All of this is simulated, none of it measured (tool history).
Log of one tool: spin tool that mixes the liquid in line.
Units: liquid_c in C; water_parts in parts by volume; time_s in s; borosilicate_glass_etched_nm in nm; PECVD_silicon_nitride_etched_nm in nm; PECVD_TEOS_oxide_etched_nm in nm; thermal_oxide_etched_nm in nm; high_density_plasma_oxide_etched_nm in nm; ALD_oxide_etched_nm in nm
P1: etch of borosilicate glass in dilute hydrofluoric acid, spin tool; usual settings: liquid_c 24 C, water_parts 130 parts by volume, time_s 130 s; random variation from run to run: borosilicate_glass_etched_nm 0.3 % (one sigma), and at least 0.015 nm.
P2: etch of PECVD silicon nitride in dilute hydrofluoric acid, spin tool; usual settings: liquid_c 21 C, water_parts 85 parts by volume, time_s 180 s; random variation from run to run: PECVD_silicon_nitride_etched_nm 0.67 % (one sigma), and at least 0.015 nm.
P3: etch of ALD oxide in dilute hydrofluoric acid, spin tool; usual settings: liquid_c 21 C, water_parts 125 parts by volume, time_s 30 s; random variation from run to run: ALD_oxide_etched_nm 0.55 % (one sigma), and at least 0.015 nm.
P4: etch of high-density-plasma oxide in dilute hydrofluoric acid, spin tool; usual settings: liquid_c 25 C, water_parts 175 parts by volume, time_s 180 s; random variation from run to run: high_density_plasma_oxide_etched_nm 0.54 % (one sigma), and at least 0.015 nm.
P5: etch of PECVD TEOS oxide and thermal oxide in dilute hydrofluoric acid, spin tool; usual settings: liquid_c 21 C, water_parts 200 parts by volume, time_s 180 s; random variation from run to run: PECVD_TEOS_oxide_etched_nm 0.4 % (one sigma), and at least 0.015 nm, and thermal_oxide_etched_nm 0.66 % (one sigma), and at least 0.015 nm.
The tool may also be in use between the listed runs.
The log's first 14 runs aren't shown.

| run | hour | process | liquid_c | water_parts | time_s | borosilicate_glass_etched_nm | PECVD_silicon_nitride_etched_nm | PECVD_TEOS_oxide_etched_nm | thermal_oxide_etched_nm | high_density_plasma_oxide_etched_nm | ALD_oxide_etched_nm |
|---|---|---|---|---|---|---|---|---|---|---|---|
| 15 | 226.4 | P1 | 31.5 | 130 | 65 | 15.287 |  |  |  |  |  |
| 16 | 235.7 | P2 | 21 | 45 | 180 |  | 6.7171 |  |  |  |  |
|  | 244.1 | hydrofluoric acid flow meter replaced |
| 17 | 246.7 | P3 | 21 | 35 | 30 |  |  |  |  |  | 26.804 |
| 18 | 261.6 | P1 | 29 | 130 | 130 | 27.995 |  |  |  |  |  |
| 19 | 279.3 | P3 | 21 | 125 | 60 |  |  |  |  |  | 13.639 |
| 20 | 292.4 | P4 | 25 | 40 | 180 |  |  |  |  | 25.294 |  |
| 21 | 302.8 | P4 | 25 | 175 | 180 |  |  |  |  | 4.9372 |  |
| 22 | 316.3 | P4 | 25 | 175 | 180 |  |  |  |  | 4.867 |  |
| 23 | 330.1 | P3 | 17 | 125 | 30 |  |  |  |  |  | 5.7751 |
| 24 | 339.9 | P1 | 24 | 130 | 130 | 23.194 |  |  |  |  |  |
| 25 | 349.8 | P1 | 24 | 195 | 130 | 14.412 |  |  |  |  |  |
| 26 | 364.4 | P2 | 29 | 85 | 180 |  | 5.9854 |  |  |  |  |
| 27 | 378.6 | P5 | 27.5 | 200 | 180 |  |  | 9.1084 | 4.2289 |  |  |
| 28 | 390.6 | P5 | 21 | 200 | 85 |  |  | 3.3985 | 1.5891 |  |  |
| 29 | 409.5 | P4 | 17 | 175 | 180 |  |  |  |  | 3.561 |  |
| 30 | 418 | P1 | 17 | 130 | 130 | 17.57 |  |  |  |  |  |
| 31 | 436.6 | P1 | 24 | 70 | 130 | 46.26 |  |  |  |  |  |
| 32 | 449.9 | P1 | 24 | 55 | 65 | 30.095 |  |  |  |  |  |
| 33 | 468.9 | P1 | 30 | 130 | 20 | 4.4729 |  |  |  |  |  |
| 34 | 482.1 | P2 | 21 | 85 | 180 |  | 3.5805 |  |  |  |  |
| 35 | 499.9 | P1 | 24 | 130 | 130 | 23.162 |  |  |  |  |  |
| 36 | 518.4 | P1 | 24 | 130 | 130 | 22.409 |  |  |  |  |  |
| 37 | 537.6 | P1 | 24 | 130 | 130 | 22.311 |  |  |  |  |  |
| 38 | 551.8 | P1 | 24 | 130 | 130 | 22.034 |  |  |  |  |  |
| 39 | 568.7 | P1 | 24 | 130 | 130 | 21.964 |  |  |  |  |  |

The next listed run, before its measurement:
| 40 | 580.9 | P1 | 24 | 130 | 130 | ? |  |  |  |  |  |

Run 40 gave borosilicate_glass_etched_nm 21.83 nm.

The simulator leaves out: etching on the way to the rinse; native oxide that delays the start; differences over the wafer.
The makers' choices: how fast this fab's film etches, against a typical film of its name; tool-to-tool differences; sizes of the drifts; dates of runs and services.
